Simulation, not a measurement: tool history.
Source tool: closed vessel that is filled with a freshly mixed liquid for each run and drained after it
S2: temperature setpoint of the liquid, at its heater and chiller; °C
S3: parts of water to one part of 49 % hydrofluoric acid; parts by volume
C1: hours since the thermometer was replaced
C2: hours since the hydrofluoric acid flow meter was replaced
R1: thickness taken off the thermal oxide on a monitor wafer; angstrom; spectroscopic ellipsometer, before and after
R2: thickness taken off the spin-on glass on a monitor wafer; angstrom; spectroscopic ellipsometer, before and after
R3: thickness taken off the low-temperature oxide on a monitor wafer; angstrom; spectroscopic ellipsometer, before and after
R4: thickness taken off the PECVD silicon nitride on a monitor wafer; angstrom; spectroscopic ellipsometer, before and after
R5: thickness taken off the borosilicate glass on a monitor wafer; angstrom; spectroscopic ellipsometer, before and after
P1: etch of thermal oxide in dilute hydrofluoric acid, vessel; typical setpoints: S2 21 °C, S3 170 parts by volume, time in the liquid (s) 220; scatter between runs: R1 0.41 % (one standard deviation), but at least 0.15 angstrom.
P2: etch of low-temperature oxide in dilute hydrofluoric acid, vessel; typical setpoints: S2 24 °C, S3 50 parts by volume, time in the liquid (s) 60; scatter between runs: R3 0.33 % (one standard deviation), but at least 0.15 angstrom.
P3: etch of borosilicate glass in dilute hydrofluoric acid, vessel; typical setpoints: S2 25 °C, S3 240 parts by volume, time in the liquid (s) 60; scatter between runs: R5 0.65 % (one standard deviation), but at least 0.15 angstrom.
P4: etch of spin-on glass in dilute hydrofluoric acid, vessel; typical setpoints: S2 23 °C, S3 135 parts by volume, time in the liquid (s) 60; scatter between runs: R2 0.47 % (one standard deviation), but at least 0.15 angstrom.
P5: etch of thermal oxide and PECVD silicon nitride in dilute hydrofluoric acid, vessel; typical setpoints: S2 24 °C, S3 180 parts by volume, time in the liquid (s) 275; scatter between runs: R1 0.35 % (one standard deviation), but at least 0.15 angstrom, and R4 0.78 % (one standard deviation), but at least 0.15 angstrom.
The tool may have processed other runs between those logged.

Run 1, hour 8: process that ran P1, S2 21 °C, S3 170 parts by volume, time in the liquid (s) 220; C1 625.8; C2 340.3. Result: R1 51.089 angstrom.
Run 2, hour 22: process that ran P4, S2 31 °C, S3 135 parts by volume, time in the liquid (s) 60; C1 639.8; C2 354.3. Result: R2 311.3 angstrom.
Run 3, hour 33: process that ran P1, S2 21 °C, S3 170 parts by volume, time in the liquid (s) 220; C1 650.8; C2 365.3. Result: R1 50.746 angstrom.
Run 4, hour 43.6: process that ran P1, S2 21 °C, S3 70 parts by volume, time in the liquid (s) 220; C1 661.4; C2 375.9. Result: R1 137.96 angstrom.
Run 5, hour 56.2: process that ran P4, S2 23 °C, S3 135 parts by volume, time in the liquid (s) 60; C1 674; C2 388.5. Result: R2 228.25 angstrom.
Run 6, hour 63: process that ran P2, S2 24 °C, S3 50 parts by volume, time in the liquid (s) 60; C1 680.8; C2 395.3. Result: R3 353.38 angstrom.
Run 7, hour 70.5: process that ran P5, S2 24 °C, S3 35 parts by volume, time in the liquid (s) 275; C1 688.3; C2 402.8. Result: R1 376.42 angstrom, R4 165.8 angstrom.
Run 8, hour 81.7: process that ran P4, S2 23 °C, S3 135 parts by volume, time in the liquid (s) 30; C1 699.5; C2 414. Result: R2 114.76 angstrom.
Run 9, hour 95.8: process that ran P1, S2 21 °C, S3 170 parts by volume, time in the liquid (s) 345; C1 713.6; C2 428.1. Result: R1 79.808 angstrom.
Run 10, hour 109.1: process that ran P1, S2 21 °C, S3 170 parts by volume, time in the liquid (s) 220; C1 726.9; C2 441.4. Result: R1 50.91 angstrom.
Run 11, hour 123.3: process that ran P3, S2 25 °C, S3 240 parts by volume, time in the liquid (s) 95; C1 741.1; C2 455.6. Result: R5 70.695 angstrom.
Run 12, hour 130.5: process that ran P2, S2 24 °C, S3 50 parts by volume, time in the liquid (s) 90; C1 748.3; C2 462.8. Result: R3 527.19 angstrom.
Run 13, hour 142.2: process that ran P5, S2 28.5 °C, S3 180 parts by volume, time in the liquid (s) 275; C1 760; C2 474.5. Result: R1 72.166 angstrom, R4 43.225 angstrom.
Run 14, hour 151.6: process that ran P2, S2 24 °C, S3 90 parts by volume, time in the liquid (s) 60; C1 769.4; C2 483.9. Result: R3 185.31 angstrom.
Run 15, hour 162.1: process that ran P4, S2 23 °C, S3 70 parts by volume, time in the liquid (s) 60; C1 779.9; C2 494.4. Result: R2 481.69 angstrom.
Run 16, hour 169.9: process that ran P2, S2 30.5 °C, S3 50 parts by volume, time in the liquid (s) 60; C1 787.7; C2 502.2. Result: R3 455.14 angstrom.
Run 17, hour 179.8: process that ran P3, S2 25 °C, S3 240 parts by volume, time in the liquid (s) 60; C1 797.6; C2 512.1. Result: R5 44.492 angstrom.
Run 18, hour 187: process that ran P1, S2 21 °C, S3 170 parts by volume, time in the liquid (s) 220; C1 804.8; C2 519.3. Result: R1 50.97 angstrom.
Run 19, hour 195.1: process that ran P3, S2 25 °C, S3 40 parts by volume, time in the liquid (s) 60; C1 812.9; C2 527.4. Result: R5 339.63 angstrom.
Run 20, hour 204.7: process that ran P2, S2 24 °C, S3 50 parts by volume, time in the liquid (s) 60; C1 822.5; C2 537. Result: R3 352.15 angstrom.
Run 21, hour 211: process that ran P1, S2 21 °C, S3 170 parts by volume, time in the liquid (s) 220; C1 828.8; C2 543.3. Result: R1 50.5 angstrom.
Run 22, hour 219: process that ran P3, S2 25 °C, S3 240 parts by volume, time in the liquid (s) 60; C1 836.8; C2 551.3. Result: R5 44.848 angstrom.
Run 23, hour 229.1: process that ran P1, S2 21 °C, S3 290 parts by volume, time in the liquid (s) 105; C1 846.9; C2 561.4. Result: R1 12.719 angstrom.
Run 24, hour 242.2: process that ran P5, S2 24 °C, S3 180 parts by volume, time in the liquid (s) 275; C1 860; C2 574.5. Result: R1 61.247 angstrom, R4 32.547 angstrom.
Run 25, hour 253.5: process that ran P1, S2 21 °C, S3 295 parts by volume, time in the liquid (s) 220; C1 871.3; C2 585.8. Result: R1 25.802 angstrom.
Run 26, hour 261: process that ran P5, S2 24 °C, S3 180 parts by volume, time in the liquid (s) 275; C1 878.8; C2 593.3. Result: R1 61.478 angstrom, R4 32.739 angstrom.
Run 27, hour 268.2: process that ran P5, S2 24 °C, S3 180 parts by volume, time in the liquid (s) 30; C1 886; C2 600.5. Result: R1 6.7668 angstrom, R4 3.557 angstrom.
Run 28, hour 275.6: process that ran P1, S2 21 °C, S3 170 parts by volume, time in the liquid (s) 220; C1 893.4; C2 607.9. Result: R1 51.003 angstrom.
Run 29, hour 285.1: process that ran P3, S2 30.5 °C, S3 240 parts by volume, time in the liquid (s) 60; C1 902.9; C2 617.4. Result: R5 54.11 angstrom.
Run 30, hour 298.2: process that ran P1, S2 21 °C, S3 170 parts by volume, time in the liquid (s) 220; C1 916; C2 630.5. Result: R1 50.023 angstrom.
Run 31, hour 307.5: process that ran P1, S2 17.5 °C, S3 170 parts by volume, time in the liquid (s) 220; C1 925.3; C2 639.8. Result: R1 44.134 angstrom.
Run 32, hour 320.8: process that ran P1, S2 27.5 °C, S3 170 parts by volume, time in the liquid (s) 220; C1 938.6; C2 653.1. Result: R1 65.049 angstrom.
Run 33, hour 327: process that ran P1, S2 21 °C, S3 170 parts by volume, time in the liquid (s) 30; C1 944.8; C2 659.3. Result: R1 7.0759 angstrom.
Run 34, hour 333.7: process that ran P1, S2 21 °C, S3 170 parts by volume, time in the liquid (s) 220; C1 951.5; C2 666. Result: R1 50.948 angstrom.
Run 35, hour 344.3: process that ran P1, S2 21 °C, S3 170 parts by volume, time in the liquid (s) 220; C1 962.1; C2 676.6. Result: R1 49.416 angstrom.
Run 36, hour 354.7: process that ran P1, S2 21 °C, S3 170 parts by volume, time in the liquid (s) 220; C1 972.5; C2 687. Result: R1 48.781 angstrom.
Run 37, hour 362: process that ran P1, S2 21 °C, S3 170 parts by volume, time in the liquid (s) 220; C1 979.8; C2 694.3. Result: R1 48.495 angstrom.
Run 38, hour 370.1: process that ran P1, S2 21 °C, S3 170 parts by volume, time in the liquid (s) 220; C1 987.9; C2 702.4. Result: R1 48.511 angstrom.
Run 39, hour 378.1: process that ran P1, S2 21 °C, S3 170 parts by volume, time in the liquid (s) 220; C1 995.9; C2 710.4. Result: R1 47.801 angstrom.
Run 40, hour 391.7: process that ran P1, S2 21 °C, S3 170 parts by volume, time in the liquid (s) 220; C1 1009.5; C2 724. Result: R1 48.163 angstrom.
Run 41, hour 402: process that ran P1, S2 21 °C, S3 170 parts by volume, time in the liquid (s) 220; C1 1019.8; C2 734.3. Result: R1 47.107 angstrom.
Run 42, hour 408.5: process that ran P1, S2 21 °C, S3 170 parts by volume, time in the liquid (s) 220; C1 1026.3; C2 740.8. Result: R1 47.926 angstrom.

What will run 43 give?
Run 43, hour 422.3: process that ran P1, S2 21 °C, S3 170 parts by volume, time in the liquid (s) 220; C1 1040.1; C2 754.6. Result: R1 ?.

R1: 47.115 angstrom
